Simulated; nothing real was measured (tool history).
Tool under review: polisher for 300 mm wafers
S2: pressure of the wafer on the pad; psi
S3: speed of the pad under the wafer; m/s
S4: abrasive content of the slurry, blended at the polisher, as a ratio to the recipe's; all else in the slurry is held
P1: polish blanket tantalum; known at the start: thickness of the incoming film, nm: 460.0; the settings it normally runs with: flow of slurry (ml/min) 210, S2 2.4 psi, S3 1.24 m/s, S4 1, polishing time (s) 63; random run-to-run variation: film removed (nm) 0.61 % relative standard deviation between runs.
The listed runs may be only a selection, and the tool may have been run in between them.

run 1 hour=13.7 | flow_of_slurry_(ml/min)=210 S2=2.4 S3=1.24 S4=1 polishing_time_(s)=63 | film_removed_(nm)=162.92
run 2 hour=30.1 | flow_of_slurry_(ml/min)=210 S2=2.4 S3=1.24 S4=0.6 polishing_time_(s)=63 | film_removed_(nm)=137.77
run 3 hour=46.6 | flow_of_slurry_(ml/min)=210 S2=2.4 S3=1.96 S4=1 polishing_time_(s)=63 | film_removed_(nm)=255.41
run 4 hour=55.8 | flow_of_slurry_(ml/min)=210 S2=2.4 S3=1.8 S4=1 polishing_time_(s)=82 | film_removed_(nm)=309.24
run 5 hour=71.8 | flow_of_slurry_(ml/min)=210 S2=2.4 S3=1.24 S4=1 polishing_time_(s)=63 | film_removed_(nm)=164.88
run 6 hour=79.9 | flow_of_slurry_(ml/min)=210 S2=2.4 S3=1.24 S4=1 polishing_time_(s)=63 | film_removed_(nm)=164.02
run 7 hour=94.2 | flow_of_slurry_(ml/min)=125 S2=2.4 S3=1.24 S4=1.3 polishing_time_(s)=63 | film_removed_(nm)=162.39
run 8 hour=104.5 | flow_of_slurry_(ml/min)=210 S2=2.4 S3=1.24 S4=1.45 polishing_time_(s)=63 | film_removed_(nm)=179.35
run 9 hour=117.4 | flow_of_slurry_(ml/min)=210 S2=2.4 S3=1.24 S4=1 polishing_time_(s)=63 | film_removed_(nm)=162.51
run 10 hour=131.5 | flow_of_slurry_(ml/min)=210 S2=2.4 S3=1.24 S4=1 polishing_time_(s)=99 | film_removed_(nm)=258.54
run 11 hour=139.9 | flow_of_slurry_(ml/min)=210 S2=2.4 S3=0.72 S4=1 polishing_time_(s)=63 | film_removed_(nm)=94.268
run 12 hour=148.8 | flow_of_slurry_(ml/min)=210 S2=1.4 S3=1.84 S4=1 polishing_time_(s)=63 | film_removed_(nm)=141.18
run 13 hour=157.7 | flow_of_slurry_(ml/min)=210 S2=2.4 S3=1.24 S4=1 polishing_time_(s)=63 | film_removed_(nm)=164.97
run 14 hour=174.2 | flow_of_slurry_(ml/min)=210 S2=3.5 S3=1.24 S4=1 polishing_time_(s)=63 | film_removed_(nm)=238.35
run 15 hour=183.5 | flow_of_slurry_(ml/min)=330 S2=2.4 S3=1.24 S4=1 polishing_time_(s)=63 | film_removed_(nm)=173.17
run 16 hour=198.2 | flow_of_slurry_(ml/min)=210 S2=2.4 S3=1.24 S4=1 polishing_time_(s)=63 | film_removed_(nm)=162.19
run 17 hour=206.2 | flow_of_slurry_(ml/min)=125 S2=2.4 S3=1.24 S4=1 polishing_time_(s)=63 | film_removed_(nm)=150.55
run 18 hour=220.8 | flow_of_slurry_(ml/min)=210 S2=2.4 S3=1.24 S4=1 polishing_time_(s)=34 | film_removed_(nm)=88.729
run 19 hour=238 | flow_of_slurry_(ml/min)=210 S2=1.4 S3=1.24 S4=1 polishing_time_(s)=63 | film_removed_(nm)=95.274
run 20 hour=250.1 | flow_of_slurry_(ml/min)=210 S2=2.4 S3=1.24 S4=1 polishing_time_(s)=63 | film_removed_(nm)=163.78
run 21 hour=262.4 | flow_of_slurry_(ml/min)=210 S2=2.4 S3=1.24 S4=1 polishing_time_(s)=63 | film_removed_(nm)=157.62
run 22 hour=274.5 | flow_of_slurry_(ml/min)=210 S2=2.4 S3=1.24 S4=1 polishing_time_(s)=63 | film_removed_(nm)=153.25
run 23 hour=289.8 | flow_of_slurry_(ml/min)=210 S2=2.4 S3=1.24 S4=1 polishing_time_(s)=63 | film_removed_(nm)=148.9
-- hour=303.1 slurry nozzle cleaned
run 24 hour=304.2 | flow_of_slurry_(ml/min)=210 S2=2.4 S3=1.24 S4=1 polishing_time_(s)=63 | film_removed_(nm)=146.21
run 25 hour=317.6 | flow_of_slurry_(ml/min)=210 S2=2.4 S3=1.24 S4=1 polishing_time_(s)=63 | film_removed_(nm)=145.27
-- hour=322.7 head pressure recalibrated
run 26 hour=328.2 | flow_of_slurry_(ml/min)=210 S2=2.4 S3=1.24 S4=1 polishing_time_(s)=63 | film_removed_(nm)=146.21
run 27 hour=342.6 | flow_of_slurry_(ml/min)=210 S2=2.4 S3=1.24 S4=1 polishing_time_(s)=63 | film_removed_(nm)=144.71
run 28 hour=351.8 | flow_of_slurry_(ml/min)=210 S2=2.4 S3=1.24 S4=1 polishing_time_(s)=63 | film_removed_(nm)=143.84
run 29 hour=366 | flow_of_slurry_(ml/min)=210 S2=2.4 S3=1.24 S4=1 polishing_time_(s)=63 | film_removed_(nm)=144.38

Something has made what P1 gives creep away from where it was; the 2 causes below, each at its own stated size, fit the log equally well:
A: removal rate lost through wear of the pad, % = 11.5
B: abrasive missing from the slurry, % = 31.3
The drift started at roughly hour 250.1.
Why every other cause is out:
slurry flow missing at the pad, %: serviced at hour 303.1, after the drift had started, without restoring the earlier output
head's pressure below its setpoint, %: serviced at hour 322.7, after the drift had started, without restoring the earlier output

Which of the 4 check runs listed below, each an average over 3 wafers with its results shown as question marks, gives clearly different results under the different listed causes?
run check 1 hour=380.2 | flow_of_slurry_(ml/min)=210 S2=3 S3=1.5 S4=1 polishing_time_(s)=63 | film_removed_(nm)=?
run check 2 hour=380.2 | flow_of_slurry_(ml/min)=325 S2=2.4 S3=1.24 S4=1 polishing_time_(s)=98 | film_removed_(nm)=?
run check 3 hour=380.2 | flow_of_slurry_(ml/min)=210 S2=2.4 S3=1.24 S4=1.4 polishing_time_(s)=77 | film_removed_(nm)=?
run check 4 hour=380.2 | flow_of_slurry_(ml/min)=210 S2=2.9 S3=1.24 S4=1 polishing_time_(s)=34 | film_removed_(nm)=?

Expected result of each check under each candidate cause:
check=check_1 result=film_removed_(nm) if_A=218.83 if_B=218.79
check=check_2 result=film_removed_(nm) if_A=235.48 if_B=235.43
check=check_3 result=film_removed_(nm) if_A=192.61 if_B=197.62
check=check_4 result=film_removed_(nm) if_A=94.376 if_B=94.356
Per check, the gap between the least separated pair of causes, taken in the result that splits them most: check 1 0.02 %; check 2 0.02 %; check 3 2.57 %; check 4 0.02 %
The causes can be told apart only by check 3. The other checks would give nearly the same results under each of them.

Check 3 was then run and gave: film removed (nm) 192.2. Which cause is it?

It is A: removal rate lost through wear of the pad, %.
